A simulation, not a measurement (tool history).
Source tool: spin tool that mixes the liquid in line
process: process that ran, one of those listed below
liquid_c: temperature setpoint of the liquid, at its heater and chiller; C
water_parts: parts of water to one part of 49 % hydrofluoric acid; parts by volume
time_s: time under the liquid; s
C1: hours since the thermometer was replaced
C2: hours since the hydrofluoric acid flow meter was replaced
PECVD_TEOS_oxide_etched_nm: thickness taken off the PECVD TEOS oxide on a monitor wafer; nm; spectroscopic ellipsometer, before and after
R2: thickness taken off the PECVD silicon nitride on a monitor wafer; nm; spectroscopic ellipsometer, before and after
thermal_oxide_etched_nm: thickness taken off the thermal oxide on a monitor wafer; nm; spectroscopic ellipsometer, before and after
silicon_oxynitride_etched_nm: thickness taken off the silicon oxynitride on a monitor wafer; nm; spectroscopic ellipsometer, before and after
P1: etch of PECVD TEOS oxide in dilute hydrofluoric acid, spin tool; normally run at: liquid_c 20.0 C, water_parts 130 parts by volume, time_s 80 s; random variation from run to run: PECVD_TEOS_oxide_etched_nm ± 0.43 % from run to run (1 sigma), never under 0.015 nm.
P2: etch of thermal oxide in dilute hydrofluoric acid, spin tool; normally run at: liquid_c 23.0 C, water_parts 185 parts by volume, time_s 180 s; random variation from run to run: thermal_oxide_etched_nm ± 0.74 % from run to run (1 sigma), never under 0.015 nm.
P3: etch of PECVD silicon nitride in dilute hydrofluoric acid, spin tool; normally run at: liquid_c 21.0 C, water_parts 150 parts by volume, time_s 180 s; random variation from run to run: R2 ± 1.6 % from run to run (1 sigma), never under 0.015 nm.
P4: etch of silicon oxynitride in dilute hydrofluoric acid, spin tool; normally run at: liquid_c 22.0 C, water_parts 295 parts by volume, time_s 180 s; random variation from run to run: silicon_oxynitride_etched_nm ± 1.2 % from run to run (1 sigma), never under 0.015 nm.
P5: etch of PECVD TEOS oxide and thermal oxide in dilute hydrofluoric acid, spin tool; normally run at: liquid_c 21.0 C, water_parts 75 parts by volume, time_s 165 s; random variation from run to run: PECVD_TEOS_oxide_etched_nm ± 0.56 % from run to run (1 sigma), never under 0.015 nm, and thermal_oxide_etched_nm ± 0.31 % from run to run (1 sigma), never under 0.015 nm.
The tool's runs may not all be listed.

{"run": 1, "day": 0.396, "process": "P1", "liquid_c": 20.0, "water_parts": 130, "time_s": 80, "C1": 205.5, "C2": 780.7, "PECVD_TEOS_oxide_etched_nm": 9.3594}
{"run": 2, "day": 0.788, "process": "P3", "liquid_c": 17.0, "water_parts": 150, "time_s": 180, "C1": 214.9, "C2": 790.1, "R2": 1.3276}
{"run": 3, "day": 1.062, "process": "P5", "liquid_c": 21.0, "water_parts": 75, "time_s": 320, "C1": 221.5, "C2": 796.7, "PECVD_TEOS_oxide_etched_nm": 45.311, "thermal_oxide_etched_nm": 18.805}
{"run": 4, "day": 1.338, "process": "P2", "liquid_c": 23.0, "water_parts": 185, "time_s": 75, "C1": 228.1, "C2": 803.3, "thermal_oxide_etched_nm": 1.6001}
{"run": 5, "day": 1.729, "process": "P5", "liquid_c": 29.0, "water_parts": 75, "time_s": 165, "C1": 237.5, "C2": 812.7, "PECVD_TEOS_oxide_etched_nm": 32.139, "thermal_oxide_etched_nm": 13.359}
{"run": 6, "day": 2.004, "process": "P2", "liquid_c": 17.0, "water_parts": 185, "time_s": 180, "C1": 244.1, "C2": 819.3, "thermal_oxide_etched_nm": 3.0629}
{"run": 7, "day": 2.308, "process": "P4", "liquid_c": 22.0, "water_parts": 45, "time_s": 180, "C1": 251.4, "C2": 826.6, "silicon_oxynitride_etched_nm": 14.91}
{"run": 8, "day": 2.758, "process": "P4", "liquid_c": 22.0, "water_parts": 295, "time_s": 180, "C1": 262.2, "C2": 837.4, "silicon_oxynitride_etched_nm": 1.8334}
{"run": 9, "day": 2.988, "process": "P3", "liquid_c": 21.0, "water_parts": 90, "time_s": 180, "C1": 267.7, "C2": 842.9, "R2": 2.7181}
{"run": 10, "day": 3.325, "process": "P2", "liquid_c": 23.0, "water_parts": 250, "time_s": 180, "C1": 275.8, "C2": 851.0, "thermal_oxide_etched_nm": 2.6647}
{"run": 11, "day": 3.758, "process": "P1", "liquid_c": 20.0, "water_parts": 130, "time_s": 80, "C1": 286.2, "C2": 861.4, "PECVD_TEOS_oxide_etched_nm": 9.288}
{"run": 12, "day": 4.117, "process": "P5", "liquid_c": 21.0, "water_parts": 75, "time_s": 165, "C1": 294.8, "C2": 870.0, "PECVD_TEOS_oxide_etched_nm": 23.355, "thermal_oxide_etched_nm": 9.6991}
{"run": 13, "day": 4.4, "process": "P3", "liquid_c": 21.0, "water_parts": 150, "time_s": 30, "C1": 301.6, "C2": 876.8, "R2": 0.28217}
{"run": 14, "day": 4.738, "process": "P1", "liquid_c": 20.0, "water_parts": 130, "time_s": 80, "C1": 309.7, "C2": 884.9, "PECVD_TEOS_oxide_etched_nm": 9.3846}
{"run": 15, "day": 5.133, "process": "P5", "liquid_c": 21.0, "water_parts": 75, "time_s": 165, "C1": 319.2, "C2": 894.4, "PECVD_TEOS_oxide_etched_nm": 23.31, "thermal_oxide_etched_nm": 9.7576}
{"run": 16, "day": 5.517, "process": "P1", "liquid_c": 20.0, "water_parts": 130, "time_s": 80, "C1": 328.4, "C2": 903.6, "PECVD_TEOS_oxide_etched_nm": 9.3416}
{"run": 17, "day": 5.842, "process": "P3", "liquid_c": 21.0, "water_parts": 150, "time_s": 180, "C1": 336.2, "C2": 911.4, "R2": 1.6675}
{"run": 18, "day": 6.096, "process": "P3", "liquid_c": 21.0, "water_parts": 150, "time_s": 180, "C1": 342.3, "C2": 917.5, "R2": 1.6495}
{"run": 19, "day": 6.338, "process": "P1", "liquid_c": 20.0, "water_parts": 130, "time_s": 120, "C1": 348.1, "C2": 923.3, "PECVD_TEOS_oxide_etched_nm": 14.047}
{"run": 20, "day": 6.675, "process": "P4", "liquid_c": 22.0, "water_parts": 295, "time_s": 180, "C1": 356.2, "C2": 931.4, "silicon_oxynitride_etched_nm": 1.8978}
{"run": 21, "day": 7.017, "process": "P1", "liquid_c": 20.0, "water_parts": 130, "time_s": 80, "C1": 364.4, "C2": 939.6, "PECVD_TEOS_oxide_etched_nm": 9.2831}
{"run": 22, "day": 7.504, "process": "P1", "liquid_c": 26.5, "water_parts": 130, "time_s": 80, "C1": 376.1, "C2": 951.3, "PECVD_TEOS_oxide_etched_nm": 12.032}
{"run": 23, "day": 7.892, "process": "P1", "liquid_c": 27.5, "water_parts": 130, "time_s": 150, "C1": 385.4, "C2": 960.6, "PECVD_TEOS_oxide_etched_nm": 23.33}
{"run": 24, "day": 8.417, "process": "P2", "liquid_c": 23.0, "water_parts": 185, "time_s": 180, "C1": 398.0, "C2": 973.2, "thermal_oxide_etched_nm": 3.7957}
{"run": 25, "day": 8.725, "process": "P1", "liquid_c": 17.0, "water_parts": 130, "time_s": 80, "C1": 405.4, "C2": 980.6, "PECVD_TEOS_oxide_etched_nm": 8.2864}
{"run": 26, "day": 9.15, "process": "P1", "liquid_c": 20.0, "water_parts": 130, "time_s": 15, "C1": 415.6, "C2": 990.8, "PECVD_TEOS_oxide_etched_nm": 1.7636}
{"run": 27, "day": 9.392, "process": "P4", "liquid_c": 22.0, "water_parts": 295, "time_s": 15, "C1": 421.4, "C2": 996.6, "silicon_oxynitride_etched_nm": 0.17105}
{"run": 28, "day": 9.808, "process": "P1", "liquid_c": 20.0, "water_parts": 45, "time_s": 80, "C1": 431.4, "C2": 1006.6, "PECVD_TEOS_oxide_etched_nm": 29.873}
{"run": 29, "day": 10.208, "process": "P5", "liquid_c": 21.0, "water_parts": 130, "time_s": 165, "C1": 441.0, "C2": 1016.2, "PECVD_TEOS_oxide_etched_nm": 12.861, "thermal_oxide_etched_nm": 5.2951}
{"run": 30, "day": 10.646, "process": "P4", "liquid_c": 26.5, "water_parts": 295, "time_s": 180, "C1": 451.5, "C2": 1026.7, "silicon_oxynitride_etched_nm": 2.2937}

The next listed run, before its measurement:
{"run": 31, "day": 11.025, "process": "P2", "liquid_c": 23.0, "water_parts": 185, "time_s": 180, "C1": 460.6, "C2": 1035.8, "thermal_oxide_etched_nm": "?"}

{"run 31": {"thermal_oxide_etched_nm": 3.8362}}

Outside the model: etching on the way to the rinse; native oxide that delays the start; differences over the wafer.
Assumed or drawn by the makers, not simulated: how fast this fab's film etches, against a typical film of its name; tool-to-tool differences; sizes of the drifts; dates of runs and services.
